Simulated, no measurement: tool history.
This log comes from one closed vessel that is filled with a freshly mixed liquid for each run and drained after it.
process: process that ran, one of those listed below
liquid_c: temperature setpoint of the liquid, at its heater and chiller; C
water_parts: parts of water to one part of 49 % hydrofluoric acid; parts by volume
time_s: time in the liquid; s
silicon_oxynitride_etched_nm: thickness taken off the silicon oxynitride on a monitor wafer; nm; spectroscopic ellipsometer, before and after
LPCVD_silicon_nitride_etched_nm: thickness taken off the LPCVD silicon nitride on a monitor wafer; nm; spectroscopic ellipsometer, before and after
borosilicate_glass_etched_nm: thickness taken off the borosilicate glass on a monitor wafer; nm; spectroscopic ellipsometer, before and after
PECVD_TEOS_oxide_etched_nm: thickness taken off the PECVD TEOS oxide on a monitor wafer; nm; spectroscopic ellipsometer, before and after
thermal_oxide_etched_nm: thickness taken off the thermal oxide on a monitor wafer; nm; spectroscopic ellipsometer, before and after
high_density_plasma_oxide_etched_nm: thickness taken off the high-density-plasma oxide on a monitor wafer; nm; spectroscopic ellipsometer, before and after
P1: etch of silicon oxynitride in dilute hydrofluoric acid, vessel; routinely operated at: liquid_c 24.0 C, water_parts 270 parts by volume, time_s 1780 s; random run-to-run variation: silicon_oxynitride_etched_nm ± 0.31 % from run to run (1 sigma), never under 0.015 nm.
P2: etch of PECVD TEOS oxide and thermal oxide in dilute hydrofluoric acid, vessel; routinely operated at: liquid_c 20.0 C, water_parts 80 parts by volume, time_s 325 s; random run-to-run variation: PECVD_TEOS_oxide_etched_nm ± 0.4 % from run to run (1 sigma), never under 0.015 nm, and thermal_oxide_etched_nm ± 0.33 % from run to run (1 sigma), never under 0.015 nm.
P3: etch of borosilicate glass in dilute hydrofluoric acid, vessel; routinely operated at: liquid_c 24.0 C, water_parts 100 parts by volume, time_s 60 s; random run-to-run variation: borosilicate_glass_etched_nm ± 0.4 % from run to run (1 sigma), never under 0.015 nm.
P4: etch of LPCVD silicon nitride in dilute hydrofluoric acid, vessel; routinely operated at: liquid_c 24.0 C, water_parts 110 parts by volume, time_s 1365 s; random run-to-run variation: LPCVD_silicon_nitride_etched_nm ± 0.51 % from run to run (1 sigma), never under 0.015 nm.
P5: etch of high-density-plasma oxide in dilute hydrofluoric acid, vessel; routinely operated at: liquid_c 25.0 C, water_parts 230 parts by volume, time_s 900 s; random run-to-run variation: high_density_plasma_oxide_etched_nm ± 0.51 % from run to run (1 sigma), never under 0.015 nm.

| run | day | process | liquid_c | water_parts | time_s | hours since the thermometer was replaced | hours since the hydrofluoric acid flow meter was replaced | silicon_oxynitride_etched_nm | LPCVD_silicon_nitride_etched_nm | borosilicate_glass_etched_nm | PECVD_TEOS_oxide_etched_nm | thermal_oxide_etched_nm | high_density_plasma_oxide_etched_nm |
|---|---|---|---|---|---|---|---|---|---|---|---|---|---|
| 1 | 0.288 | P1 | 24.0 | 270 | 1780 | 1642.3 | 719.9 | 28.118 |  |  |  |  |  |
| 2 | 0.650 | P1 | 24.0 | 270 | 1780 | 1651.0 | 728.6 | 28.259 |  |  |  |  |  |
| 3 | 0.879 | P4 | 24.0 | 110 | 1365 | 1656.5 | 734.1 |  | 5.2094 |  |  |  |  |
| 4 | 1.246 | P4 | 20.5 | 110 | 1365 | 1665.3 | 742.9 |  | 4.1835 |  |  |  |  |
| 5 | 1.671 | P1 | 24.0 | 270 | 1780 | 1675.5 | 753.1 | 28.203 |  |  |  |  |  |
| 6 | 2.079 | P1 | 24.0 | 270 | 1780 | 1685.3 | 762.9 | 28.222 |  |  |  |  |  |
| 7 | 2.321 | P3 | 24.0 | 100 | 60 | 1691.1 | 768.7 |  |  | 22.790 |  |  |  |
| 8 | 2.654 | P4 | 24.0 | 110 | 1365 | 1699.1 | 776.7 |  | 5.3237 |  |  |  |  |
| 9 | 3.008 | P2 | 20.0 | 80 | 325 | 1707.6 | 785.2 |  |  |  | 37.6580 | 16.0200 |  |
| 10 | 3.333 | P1 | 24.0 | 270 | 985 | 1715.4 | 793.0 | 15.558 |  |  |  |  |  |
| 11 | 3.683 | P2 | 26.5 | 80 | 325 | 1723.8 | 801.4 |  |  |  | 49.6430 | 20.8730 |  |
| 12 | 4.038 | P5 | 32.0 | 230 | 900 | 1732.3 | 809.9 |  |  |  |  |  | 35.88300 |
| 13 | 4.354 | P3 | 24.0 | 100 | 110 | 1739.9 | 817.5 |  |  | 41.814 |  |  |  |
| 14 | 4.642 | P3 | 24.0 | 20 | 60 | 1746.8 | 824.4 |  |  | 126.100 |  |  |  |
| 15 | 4.850 | P1 | 24.0 | 390 | 1780 | 1751.8 | 829.4 | 17.973 |  |  |  |  |  |
| 16 | 5.083 | P1 | 18.0 | 270 | 1780 | 1757.4 | 835.0 | 21.552 |  |  |  |  |  |
| 17 | 5.283 | P1 | 30.5 | 270 | 1780 | 1762.2 | 839.8 | 36.684 |  |  |  |  |  |
| 18 | 5.588 | P4 | 24.0 | 60 | 1365 | 1769.5 | 847.1 |  | 9.5700 |  |  |  |  |
| 19 | 5.871 | P5 | 25.0 | 230 | 900 | 1776.3 | 853.9 |  |  |  |  |  | 28.14300 |
| 20 | 6.071 | P1 | 20.0 | 185 | 1780 | 1781.1 | 858.7 | 36.307 |  |  |  |  |  |
| 21 | 6.296 | P5 | 25.0 | 75 | 900 | 1786.5 | 864.1 |  |  |  |  |  | 103.35000 |
| 22 | 6.517 | P2 | 20.0 | 140 | 325 | 1791.8 | 869.4 |  |  |  | 20.3360 | 8.5612 |  |
| 23 | 6.896 | P3 | 17.0 | 100 | 60 | 1800.9 | 878.5 |  |  | 17.111 |  |  |  |
| 24 | 7.200 | P2 | 20.0 | 80 | 30 | 1808.2 | 885.8 |  |  |  | 3.5312 | 1.4909 |  |
| 25 | 7.588 | P5 | 25.0 | 230 | 30 | 1817.5 | 895.1 |  |  |  |  |  | 0.93867 |
| 26 | 8.008 | P3 | 24.0 | 100 | 60 | 1827.6 | 905.2 |  |  | 22.791 |  |  |  |

Predict the results of run 27:
| 27 | 8.217 | P1 | 24.0 | 270 | 3175 | 1832.6 | 910.2 | ? |  |  |  |  |  |

silicon_oxynitride_etched_nm: 49.979 nm

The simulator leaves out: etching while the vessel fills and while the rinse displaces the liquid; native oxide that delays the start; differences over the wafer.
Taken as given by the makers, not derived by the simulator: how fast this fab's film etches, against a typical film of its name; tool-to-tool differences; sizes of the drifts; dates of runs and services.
